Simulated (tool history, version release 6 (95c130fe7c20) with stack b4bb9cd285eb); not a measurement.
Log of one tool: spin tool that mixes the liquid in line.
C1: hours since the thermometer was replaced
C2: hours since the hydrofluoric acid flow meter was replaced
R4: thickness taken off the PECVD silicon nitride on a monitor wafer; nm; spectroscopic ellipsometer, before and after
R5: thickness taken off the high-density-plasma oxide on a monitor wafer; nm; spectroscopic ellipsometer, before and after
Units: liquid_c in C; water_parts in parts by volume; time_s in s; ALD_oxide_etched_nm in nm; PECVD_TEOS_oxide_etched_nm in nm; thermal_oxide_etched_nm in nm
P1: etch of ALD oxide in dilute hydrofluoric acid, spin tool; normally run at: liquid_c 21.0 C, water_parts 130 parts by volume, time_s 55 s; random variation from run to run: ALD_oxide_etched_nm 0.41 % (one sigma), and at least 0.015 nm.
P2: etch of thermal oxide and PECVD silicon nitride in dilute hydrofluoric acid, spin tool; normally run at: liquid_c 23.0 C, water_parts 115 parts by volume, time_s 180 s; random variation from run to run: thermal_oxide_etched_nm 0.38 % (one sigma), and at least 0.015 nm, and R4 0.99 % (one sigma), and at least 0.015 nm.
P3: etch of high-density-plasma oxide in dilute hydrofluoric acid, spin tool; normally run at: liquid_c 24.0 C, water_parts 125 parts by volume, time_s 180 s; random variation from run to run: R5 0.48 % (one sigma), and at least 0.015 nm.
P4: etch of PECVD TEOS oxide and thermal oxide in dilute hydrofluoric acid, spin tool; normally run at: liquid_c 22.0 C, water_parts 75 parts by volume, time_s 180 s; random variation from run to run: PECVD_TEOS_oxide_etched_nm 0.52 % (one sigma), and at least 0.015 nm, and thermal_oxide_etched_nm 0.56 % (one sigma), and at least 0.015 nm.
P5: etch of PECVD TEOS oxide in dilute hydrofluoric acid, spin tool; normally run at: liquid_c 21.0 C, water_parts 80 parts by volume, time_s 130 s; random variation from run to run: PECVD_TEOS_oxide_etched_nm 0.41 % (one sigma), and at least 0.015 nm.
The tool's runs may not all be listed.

Run 1, day 0.171: process P1, liquid_c 21.0 C, water_parts 130 parts by volume, time_s 55 s; C1 692.4; C2 474.2. Result: ALD_oxide_etched_nm 5.3167 nm.
Run 2, day 0.496: process P5, liquid_c 28.5 C, water_parts 80 parts by volume, time_s 130 s; C1 700.2; C2 482.0. Result: PECVD_TEOS_oxide_etched_nm 44.356 nm.
Run 3, day 0.796: process P1, liquid_c 29.5 C, water_parts 130 parts by volume, time_s 55 s; C1 707.4; C2 489.2. Result: ALD_oxide_etched_nm 7.3892 nm.
Run 4, day 1.138: process P4, liquid_c 22.0 C, water_parts 140 parts by volume, time_s 180 s; C1 715.6; C2 497.4. Result: PECVD_TEOS_oxide_etched_nm 19.970 nm, thermal_oxide_etched_nm 5.24440 nm.
Run 5, day 1.300: process P1, liquid_c 21.0 C, water_parts 130 parts by volume, time_s 55 s; C1 719.5; C2 501.3. Result: ALD_oxide_etched_nm 5.2689 nm.
Run 6, day 1.592: process P4, liquid_c 22.0 C, water_parts 75 parts by volume, time_s 180 s; C1 726.5; C2 508.3. Result: PECVD_TEOS_oxide_etched_nm 39.898 nm, thermal_oxide_etched_nm 10.52700 nm.
Run 7, day 1.933: process P2, liquid_c 23.0 C, water_parts 115 parts by volume, time_s 180 s; C1 734.7; C2 516.5. Result: thermal_oxide_etched_nm 7.07420 nm, R4 2.53100 nm.
Run 8, day 2.258: process P2, liquid_c 23.0 C, water_parts 40 parts by volume, time_s 180 s; C1 742.5; C2 524.3. Result: thermal_oxide_etched_nm 22.30800 nm, R4 7.08650 nm.
Run 9, day 2.583: process P1, liquid_c 21.0 C, water_parts 25 parts by volume, time_s 55 s; C1 750.3; C2 532.1. Result: ALD_oxide_etched_nm 31.3440 nm.
Run 10, day 2.767: process P1, liquid_c 21.0 C, water_parts 130 parts by volume, time_s 55 s; C1 754.7; C2 536.5. Result: ALD_oxide_etched_nm 5.3378 nm.
Run 11, day 2.971: process P1, liquid_c 26.0 C, water_parts 85 parts by volume, time_s 55 s; C1 759.6; C2 541.4. Result: ALD_oxide_etched_nm 10.4250 nm.
Run 12, day 3.338: process P5, liquid_c 21.0 C, water_parts 80 parts by volume, time_s 65 s; C1 768.4; C2 550.2. Result: PECVD_TEOS_oxide_etched_nm 16.556 nm.
Run 13, day 3.700: process P2, liquid_c 17.0 C, water_parts 115 parts by volume, time_s 180 s; C1 777.1; C2 558.9. Result: thermal_oxide_etched_nm 5.49150 nm, R4 1.63470 nm.
Run 14, day 4.033: process P1, liquid_c 21.0 C, water_parts 130 parts by volume, time_s 15 s; C1 785.1; C2 566.9. Result: ALD_oxide_etched_nm 1.4704 nm.
Run 15, day 4.325: process P3, liquid_c 29.0 C, water_parts 125 parts by volume, time_s 180 s; C1 792.1; C2 573.9. Result: R5 8.6751 nm.
Run 16, day 4.512: process P3, liquid_c 24.0 C, water_parts 125 parts by volume, time_s 180 s; C1 796.6; C2 578.4. Result: R5 7.2627 nm.
Run 17, day 4.792: process P5, liquid_c 21.0 C, water_parts 80 parts by volume, time_s 130 s; C1 803.3; C2 585.1. Result: PECVD_TEOS_oxide_etched_nm 33.311 nm.
Run 18, day 4.958: process P3, liquid_c 24.0 C, water_parts 125 parts by volume, time_s 340 s; C1 807.3; C2 589.1. Result: R5 13.6060 nm.
Run 19, day 5.271: process P4, liquid_c 22.0 C, water_parts 75 parts by volume, time_s 180 s; C1 814.8; C2 596.6. Result: PECVD_TEOS_oxide_etched_nm 40.155 nm, thermal_oxide_etched_nm 10.46200 nm.
Run 20, day 5.596: process P2, liquid_c 23.0 C, water_parts 115 parts by volume, time_s 15 s; C1 822.6; C2 604.4. Result: thermal_oxide_etched_nm 0.56186 nm, R4 0.19955 nm.
Run 21, day 5.950: process P3, liquid_c 24.0 C, water_parts 60 parts by volume, time_s 180 s; C1 831.1; C2 612.9. Result: R5 16.4600 nm.
Run 22, day 6.325: process P5, liquid_c 21.0 C, water_parts 40 parts by volume, time_s 130 s; C1 840.1; C2 621.9. Result: PECVD_TEOS_oxide_etched_nm 69.716 nm.
Run 23, day 6.646: process P5, liquid_c 21.0 C, water_parts 80 parts by volume, time_s 130 s; C1 847.8; C2 629.6. Result: PECVD_TEOS_oxide_etched_nm 33.101 nm.
Run 24, day 6.912: process P4, liquid_c 22.0 C, water_parts 75 parts by volume, time_s 310 s; C1 854.2; C2 636.0. Result: PECVD_TEOS_oxide_etched_nm 69.775 nm, thermal_oxide_etched_nm 17.92800 nm.
Run 25, day 7.096: process P1, liquid_c 17.0 C, water_parts 130 parts by volume, time_s 55 s; C1 858.6; C2 640.4. Result: ALD_oxide_etched_nm 4.5048 nm.
Run 26, day 7.321: process P1, liquid_c 21.0 C, water_parts 130 parts by volume, time_s 55 s; C1 864.0; C2 645.8. Result: ALD_oxide_etched_nm 5.3172 nm.
Run 27, day 7.558: process P4, liquid_c 17.0 C, water_parts 75 parts by volume, time_s 180 s; C1 869.7; C2 651.5. Result: PECVD_TEOS_oxide_etched_nm 32.749 nm, thermal_oxide_etched_nm 8.41910 nm.
Run 28, day 7.871: process P1, liquid_c 21.0 C, water_parts 130 parts by volume, time_s 90 s; C1 877.2; C2 659.0. Result: ALD_oxide_etched_nm 8.7003 nm.
Run 29, day 8.046: process P2, liquid_c 23.0 C, water_parts 115 parts by volume, time_s 180 s; C1 881.4; C2 663.2. Result: thermal_oxide_etched_nm 7.08620 nm, R4 2.50810 nm.
Run 30, day 8.296: process P1, liquid_c 21.0 C, water_parts 200 parts by volume, time_s 55 s; C1 887.4; C2 669.2. Result: ALD_oxide_etched_nm 3.2389 nm.
Run 31, day 8.667: process P1, liquid_c 21.0 C, water_parts 130 parts by volume, time_s 55 s; C1 896.3; C2 678.1. Result: ALD_oxide_etched_nm 5.3704 nm.
Run 32, day 9.004: process P1, liquid_c 21.0 C, water_parts 130 parts by volume, time_s 55 s; C1 904.4; C2 686.2. Result: ALD_oxide_etched_nm 5.3173 nm.
Run 33, day 9.350: process P1, liquid_c 21.0 C, water_parts 130 parts by volume, time_s 55 s; C1 912.7; C2 694.5. Result: ALD_oxide_etched_nm 5.5694 nm.
Run 34, day 9.667: process P1, liquid_c 21.0 C, water_parts 130 parts by volume, time_s 55 s; C1 920.3; C2 702.1. Result: ALD_oxide_etched_nm 5.6102 nm.
Run 35, day 9.929: process P1, liquid_c 21.0 C, water_parts 130 parts by volume, time_s 55 s; C1 926.6; C2 708.4. Result: ALD_oxide_etched_nm 5.7555 nm.
Run 36, day 10.125: process P1, liquid_c 21.0 C, water_parts 130 parts by volume, time_s 55 s; C1 931.3; C2 713.1. Result: ALD_oxide_etched_nm 5.7620 nm.
Run 37, day 10.408: process P1, liquid_c 21.0 C, water_parts 130 parts by volume, time_s 55 s; C1 938.1; C2 719.9. Result: ALD_oxide_etched_nm 5.8225 nm.
Run 38, day 10.608: process P1, liquid_c 21.0 C, water_parts 130 parts by volume, time_s 55 s; C1 942.9; C2 724.7. Result: ALD_oxide_etched_nm 5.8430 nm.
Run 39, day 10.838: process P1, liquid_c 21.0 C, water_parts 130 parts by volume, time_s 55 s; C1 948.4; C2 730.2. Result: ALD_oxide_etched_nm 5.8524 nm.
Run 40, day 11.029: process P1, liquid_c 21.0 C, water_parts 130 parts by volume, time_s 55 s; C1 953.0; C2 734.8. Result: ALD_oxide_etched_nm 5.8146 nm.
Run 41, day 11.288: process P1, liquid_c 21.0 C, water_parts 130 parts by volume, time_s 55 s; C1 959.2; C2 741.0. Result: ALD_oxide_etched_nm 5.8306 nm.
Run 42, day 11.588: process P1, liquid_c 21.0 C, water_parts 130 parts by volume, time_s 55 s; C1 966.4; C2 748.2. Result: ALD_oxide_etched_nm 5.8566 nm.
Run 43, day 11.888: process P1, liquid_c 21.0 C, water_parts 130 parts by volume, time_s 55 s; C1 973.6; C2 755.4. Result: ALD_oxide_etched_nm 5.8644 nm.

What P1 gives has crept away from where it was. These 2 causes fit the log equally well, each at the size given:
A: hydrofluoric acid flow above the setpoint (%) = 8.81
B: liquid hotter than its thermometer reads (K) = 2.44
The creep began at about day 9.004.

4 check runs are offered, one wafer each, their results left as question marks. Which one tells the causes apart?
Run check 1, day 12.188: process P5, liquid_c 25.5 C, water_parts 80 parts by volume, time_s 130 s. Result: PECVD_TEOS_oxide_etched_nm ?.
Run check 2, day 12.188: process P3, liquid_c 24.0 C, water_parts 70 parts by volume, time_s 180 s. Result: R5 ?.
Run check 3, day 12.188: process P4, liquid_c 19.0 C, water_parts 130 parts by volume, time_s 180 s. Result: PECVD_TEOS_oxide_etched_nm ?, thermal_oxide_etched_nm ?.
Run check 4, day 12.188: process P2, liquid_c 17.5 C, water_parts 60 parts by volume, time_s 180 s. Result: thermal_oxide_etched_nm ?, R4 ?.

What each check would give under each cause:
  check                      result      if A      if B
check 1  PECVD_TEOS_oxide_etched_nm    43.647    43.770
check 2                          R5   15.1140   15.2060
check 3  PECVD_TEOS_oxide_etched_nm    21.203    21.258
check 3     thermal_oxide_etched_nm   5.52650   5.54070
check 4     thermal_oxide_etched_nm  12.55500  12.73300
check 4                          R4   3.52750   3.85400
How far apart the two closest causes lie, in the result that separates them most: check 1 0.28 %; check 2 0.6 %; check 3 0.26 %; check 4 8.85 %
Only check 4 tells the causes apart: in the others they would give nearly the same result.

Then check 4 was run and gave: thermal_oxide_etched_nm 12.77500 nm; R4 3.86560 nm. Which cause is it?

It is B: liquid hotter than its thermometer reads (K).
